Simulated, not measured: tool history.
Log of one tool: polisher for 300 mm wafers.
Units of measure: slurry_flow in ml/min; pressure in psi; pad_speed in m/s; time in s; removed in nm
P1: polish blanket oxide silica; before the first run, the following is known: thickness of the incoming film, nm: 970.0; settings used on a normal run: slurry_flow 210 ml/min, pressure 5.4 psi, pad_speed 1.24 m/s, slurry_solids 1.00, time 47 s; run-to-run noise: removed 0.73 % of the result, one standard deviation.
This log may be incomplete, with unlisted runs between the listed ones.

{"run": 1, "day": 0.208, "slurry_flow": 210, "pressure": 5.4, "pad_speed": 1.24, "slurry_solids": 1.0, "time": 47, "removed": 175.69}
{"run": 2, "day": 0.433, "slurry_flow": 210, "pressure": 5.4, "pad_speed": 1.24, "slurry_solids": 1.0, "time": 47, "removed": 176.45}
{"run": 3, "day": 0.571, "slurry_flow": 210, "pressure": 7.8, "pad_speed": 1.24, "slurry_solids": 0.6, "time": 47, "removed": 195.71}
{"run": 4, "day": 0.792, "slurry_flow": 210, "pressure": 5.4, "pad_speed": 1.24, "slurry_solids": 1.0, "time": 47, "removed": 176.34}
{"run": 5, "day": 1.021, "slurry_flow": 210, "pressure": 5.4, "pad_speed": 1.78, "slurry_solids": 1.0, "time": 47, "removed": 236.39}
{"run": 6, "day": 1.275, "slurry_flow": 210, "pressure": 5.4, "pad_speed": 1.24, "slurry_solids": 1.0, "time": 47, "removed": 174.61}
{"run": 7, "day": 1.517, "slurry_flow": 210, "pressure": 2.4, "pad_speed": 1.24, "slurry_solids": 1.0, "time": 47, "removed": 77.461}
{"day": 1.562, "done": "slurry nozzle cleaned"}
{"run": 8, "day": 1.758, "slurry_flow": 300, "pressure": 5.4, "pad_speed": 1.24, "slurry_solids": 1.0, "time": 47, "removed": 184.22}
{"day": 1.8, "done": "conditioning disc replaced and pad reconditioned"}
{"run": 9, "day": 1.962, "slurry_flow": 210, "pressure": 5.4, "pad_speed": 1.24, "slurry_solids": 1.0, "time": 47, "removed": 176.07}
{"run": 10, "day": 2.104, "slurry_flow": 210, "pressure": 8.3, "pad_speed": 1.24, "slurry_solids": 1.0, "time": 47, "removed": 268.8}
{"run": 11, "day": 2.304, "slurry_flow": 210, "pressure": 5.4, "pad_speed": 0.76, "slurry_solids": 1.0, "time": 47, "removed": 119.22}
{"run": 12, "day": 2.488, "slurry_flow": 210, "pressure": 5.4, "pad_speed": 1.24, "slurry_solids": 1.0, "time": 31, "removed": 114.68}
{"run": 13, "day": 2.642, "slurry_flow": 210, "pressure": 5.4, "pad_speed": 1.24, "slurry_solids": 0.6, "time": 47, "removed": 135.1}
{"run": 14, "day": 2.888, "slurry_flow": 125, "pressure": 5.4, "pad_speed": 1.24, "slurry_solids": 1.0, "time": 47, "removed": 162.59}
{"run": 15, "day": 3.025, "slurry_flow": 210, "pressure": 5.4, "pad_speed": 1.24, "slurry_solids": 1.0, "time": 72, "removed": 271.99}
{"run": 16, "day": 3.179, "slurry_flow": 210, "pressure": 5.4, "pad_speed": 1.24, "slurry_solids": 1.35, "time": 47, "removed": 201.72}
{"run": 17, "day": 3.379, "slurry_flow": 210, "pressure": 5.4, "pad_speed": 1.24, "slurry_solids": 1.0, "time": 47, "removed": 178.5}

The next listed run, before its measurement:
{"run": 18, "day": 3.625, "slurry_flow": 210, "pressure": 5.4, "pad_speed": 1.24, "slurry_solids": 1.0, "time": 47, "removed": "?"}

Logged for run 18: removed 168.310 nm.
